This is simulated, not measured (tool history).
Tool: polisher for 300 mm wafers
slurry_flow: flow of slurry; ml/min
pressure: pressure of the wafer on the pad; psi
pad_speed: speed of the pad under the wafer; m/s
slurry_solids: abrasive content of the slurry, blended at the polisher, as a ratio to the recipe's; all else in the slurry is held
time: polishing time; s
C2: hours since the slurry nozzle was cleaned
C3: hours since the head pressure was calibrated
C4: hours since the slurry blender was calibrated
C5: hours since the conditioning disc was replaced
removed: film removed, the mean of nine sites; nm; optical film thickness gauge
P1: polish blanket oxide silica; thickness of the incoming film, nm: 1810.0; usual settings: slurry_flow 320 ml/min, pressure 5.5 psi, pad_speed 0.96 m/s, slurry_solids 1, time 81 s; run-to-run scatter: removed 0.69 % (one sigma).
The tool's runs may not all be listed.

Run 1, hour 12.3: slurry_flow 320 ml/min, pressure 5.5 psi, pad_speed 0.96 m/s, slurry_solids 1, time 81 s; wafers polished on this pad 720; C2 201.4; C3 135.5; C4 142.1; C5 138.9. Result: removed 275.91 nm.
Run 2, hour 23.4: slurry_flow 320 ml/min, pressure 5.5 psi, pad_speed 1.42 m/s, slurry_solids 1, time 81 s; wafers polished on this pad 825; C2 212.5; C3 146.6; C4 153.2; C5 150. Result: removed 378.07 nm.
Run 3, hour 29.8: slurry_flow 320 ml/min, pressure 5.5 psi, pad_speed 0.96 m/s, slurry_solids 1, time 50 s; wafers polished on this pad 885; C2 218.9; C3 153; C4 159.6; C5 156.4. Result: removed 169.32 nm.
Run 4, hour 36.6: slurry_flow 320 ml/min, pressure 5.5 psi, pad_speed 0.96 m/s, slurry_solids 1, time 122 s; wafers polished on this pad 949; C2 225.7; C3 159.8; C4 166.4; C5 163.2. Result: removed 409.46 nm.
Run 5, hour 48.6: slurry_flow 320 ml/min, pressure 5.5 psi, pad_speed 0.96 m/s, slurry_solids 1, time 81 s; wafers polished on this pad 1062; C2 237.7; C3 171.8; C4 178.4; C5 175.2. Result: removed 277.94 nm.
Run 6, hour 58.7: slurry_flow 320 ml/min, pressure 5.5 psi, pad_speed 0.96 m/s, slurry_solids 1, time 81 s; wafers polished on this pad 1157; C2 247.8; C3 181.9; C4 188.5; C5 185.3. Result: removed 273.51 nm.
Run 7, hour 70.3: slurry_flow 320 ml/min, pressure 5.5 psi, pad_speed 0.96 m/s, slurry_solids 0.6, time 81 s; wafers polished on this pad 1266; C2 259.4; C3 193.5; C4 200.1; C5 196.9. Result: removed 208.6 nm.
Run 8, hour 76.6: slurry_flow 320 ml/min, pressure 5.5 psi, pad_speed 0.96 m/s, slurry_solids 1, time 81 s; wafers polished on this pad 1325; C2 265.7; C3 199.8; C4 206.4; C5 203.2. Result: removed 275.19 nm.
At hour 84.6: slurry nozzle cleaned.
Run 9, hour 87.4: slurry_flow 190 ml/min, pressure 5.5 psi, pad_speed 1.18 m/s, slurry_solids 1, time 81 s; wafers polished on this pad 1427; C2 2.9; C3 210.6; C4 217.2; C5 214. Result: removed 305.72 nm.
Run 10, hour 99.4: slurry_flow 320 ml/min, pressure 5.5 psi, pad_speed 0.44 m/s, slurry_solids 1, time 81 s; wafers polished on this pad 1540; C2 14.9; C3 222.6; C4 229.2; C5 226. Result: removed 147.15 nm.
Run 11, hour 110.8: slurry_flow 320 ml/min, pressure 5.5 psi, pad_speed 0.96 m/s, slurry_solids 1, time 81 s; wafers polished on this pad 1647; C2 26.3; C3 234; C4 240.6; C5 237.4. Result: removed 276.15 nm.
Run 12, hour 119.7: slurry_flow 435 ml/min, pressure 5.5 psi, pad_speed 1.34 m/s, slurry_solids 1, time 81 s; wafers polished on this pad 1731; C2 35.2; C3 242.9; C4 249.5; C5 246.3. Result: removed 366.16 nm.
Run 13, hour 131.8: slurry_flow 320 ml/min, pressure 7.1 psi, pad_speed 0.96 m/s, slurry_solids 1, time 81 s; wafers polished on this pad 1844; C2 47.3; C3 255; C4 261.6; C5 258.4. Result: removed 351.49 nm.
Run 14, hour 137.8: slurry_flow 500 ml/min, pressure 5.5 psi, pad_speed 0.96 m/s, slurry_solids 1, time 81 s; wafers polished on this pad 1901; C2 53.3; C3 261; C4 267.6; C5 264.4. Result: removed 284.44 nm.
Run 15, hour 150.3: slurry_flow 190 ml/min, pressure 5.5 psi, pad_speed 0.96 m/s, slurry_solids 1, time 81 s; wafers polished on this pad 2018; C2 65.8; C3 273.5; C4 280.1; C5 276.9. Result: removed 258.84 nm.
Run 16, hour 157.5: slurry_flow 320 ml/min, pressure 5.5 psi, pad_speed 0.96 m/s, slurry_solids 1.5, time 81 s; wafers polished on this pad 2086; C2 73; C3 280.7; C4 287.3; C5 284.1. Result: removed 326.19 nm.
Run 17, hour 164.1: slurry_flow 320 ml/min, pressure 2.8 psi, pad_speed 0.96 m/s, slurry_solids 1, time 81 s; wafers polished on this pad 2148; C2 79.6; C3 287.3; C4 293.9; C5 290.7. Result: removed 141.53 nm.

The next listed run, before its measurement:
Run 18, hour 170.7: slurry_flow 320 ml/min, pressure 5.5 psi, pad_speed 0.96 m/s, slurry_solids 1, time 81 s; wafers polished on this pad 2210; C2 86.2; C3 293.9; C4 300.5; C5 297.3. Result: removed ?.

Run 18 gave removed 273.37 nm.

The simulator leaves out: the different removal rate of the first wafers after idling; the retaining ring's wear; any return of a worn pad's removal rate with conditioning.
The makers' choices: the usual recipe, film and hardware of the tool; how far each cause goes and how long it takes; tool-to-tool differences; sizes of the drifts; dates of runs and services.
